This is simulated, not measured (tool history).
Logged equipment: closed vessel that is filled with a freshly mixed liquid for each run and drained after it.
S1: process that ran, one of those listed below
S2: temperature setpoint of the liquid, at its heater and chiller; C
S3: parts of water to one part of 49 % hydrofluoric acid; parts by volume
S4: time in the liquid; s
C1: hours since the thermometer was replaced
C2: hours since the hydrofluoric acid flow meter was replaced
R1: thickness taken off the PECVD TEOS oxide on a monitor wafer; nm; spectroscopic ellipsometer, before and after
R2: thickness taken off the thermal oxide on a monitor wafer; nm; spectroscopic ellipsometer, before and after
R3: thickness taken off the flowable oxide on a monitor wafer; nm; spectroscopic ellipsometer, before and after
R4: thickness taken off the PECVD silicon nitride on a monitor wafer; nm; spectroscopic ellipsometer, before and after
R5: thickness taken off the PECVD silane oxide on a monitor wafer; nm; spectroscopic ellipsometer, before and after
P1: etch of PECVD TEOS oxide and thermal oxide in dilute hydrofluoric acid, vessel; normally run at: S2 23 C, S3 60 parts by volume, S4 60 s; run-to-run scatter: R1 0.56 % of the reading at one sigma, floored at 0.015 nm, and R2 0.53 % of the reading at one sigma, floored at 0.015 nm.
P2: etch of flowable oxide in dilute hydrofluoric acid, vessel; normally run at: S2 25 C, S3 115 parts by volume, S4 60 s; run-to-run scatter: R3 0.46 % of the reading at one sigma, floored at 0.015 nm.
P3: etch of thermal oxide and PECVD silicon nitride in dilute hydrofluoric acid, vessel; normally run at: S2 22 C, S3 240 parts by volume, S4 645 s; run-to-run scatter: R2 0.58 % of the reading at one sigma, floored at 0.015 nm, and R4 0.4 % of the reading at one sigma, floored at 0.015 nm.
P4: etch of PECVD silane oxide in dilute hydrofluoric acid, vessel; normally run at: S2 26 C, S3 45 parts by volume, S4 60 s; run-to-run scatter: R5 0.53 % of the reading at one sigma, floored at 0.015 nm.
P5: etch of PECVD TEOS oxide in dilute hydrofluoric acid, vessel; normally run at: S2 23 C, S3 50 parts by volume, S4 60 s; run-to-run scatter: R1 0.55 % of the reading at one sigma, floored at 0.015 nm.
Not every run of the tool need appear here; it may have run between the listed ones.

run   hour  S1    S2   S3   S4     C1     C2      R1      R2      R3      R4      R5
  1    3.5  P1    23   60   60  446.1  385.8  12.218  4.8831
  2    5.9  P1  27.5   60   60  448.5  388.2  14.576  5.8939
  3    9.2  P2    25  185   60  451.8  391.5                   13.24
  4   14.2  P5    23   50   95  456.8  396.5  40.678
  5   18.8  P1    17   25   60  461.4  401.1  23.545  9.5663
  6     22  P3    22  240  215  464.6  404.3          3.2542          3.1776
  7   24.8  P1    23   60   60  467.4  407.1  12.221  4.9126
  8   27.8  P5    19   50   60  470.4  410.1  21.634
  9   31.6  P1    23   60   60  474.2  413.9   12.19  4.9663
 10   36.6  P4    26   45   60  479.2  418.9                                  58.081
 11   40.8  P1    23   60   60  483.4  423.1  12.197  4.9581
 12   43.2  P2    25  115   60  485.8  425.5                   23.14
 13   45.5  P4    26   20   60  488.1  427.8                                   136.5
 14   48.5  P5    23   85   60  491.1  430.8  14.388
 15   52.4  P5    23   50   60    495  434.7  25.688
 16   55.5  P2    25  115   30  498.1  437.8                  11.522
 17   59.1  P1    23  100   60  501.7  441.4  7.0126  2.8476
 18   63.7  P4  32.5   45   60  506.3    446                                  75.534
 19   66.6  P3  26.5  240  645  509.2  448.9          11.373          12.605
 20   71.9  P3    22  240  645  514.5  454.2          9.8023          9.5061
 21   76.4  P1  18.5   60   60    519  458.7  10.073  4.0412
 22   79.1  P1    23   60   60  521.7  461.4  12.222  4.9439
 23   84.4  P1    23   60   60    527  466.7  12.145  4.9341
 24   88.7  P1    23   60   30  531.3    471   6.071  2.4953
 25   91.1  P2    25  115   60  533.7  473.4                   23.12
 26   93.8  P3    22  100  645  536.4  476.1          27.497          22.438
 27   97.2  P2  20.5  115   60  539.8  479.5                  19.284
 28   99.8  P1    18   90   60  542.4  482.1  6.3637   2.575
 29  105.1  P5    23   50   60  547.7  487.4  25.481
 30  109.1  P1    23   20   60  551.7  491.4  38.882  15.509
 31  111.8  P4    26   45  105  554.4  494.1                                  100.85
 32  114.2  P1    23   60  100  556.8  496.5  20.269   8.254
 33  117.5  P1    23   60   60  560.1  499.8  12.151  4.9278
 34    122  P1    23   60   60  564.6  504.3  12.604   5.065
 35  124.9  P1    23   60   60  567.5  507.2  12.525  5.1418
 36  129.1  P1    23   60   60  571.7  511.4  12.807   5.141
 37  132.2  P1    23   60   60  574.8  514.5  12.804  5.1605
 38  137.2  P1    23   60   60  579.8  519.5  12.929   5.192
 39  139.7  P1    23   60   60  582.3    522  13.109  5.2497
 40  142.8  P1    23   60   60  585.4  525.1  12.799  5.1887
 41  146.8  P1    23   60   60  589.4  529.1  12.834  5.2199

Run 42, settings as shown, results not yet in. Your forecast:
 42  151.2  P1  23  60  60  593.8  533.5   ?   ?

R1: 13.041 nm
R2: 5.2232 nm
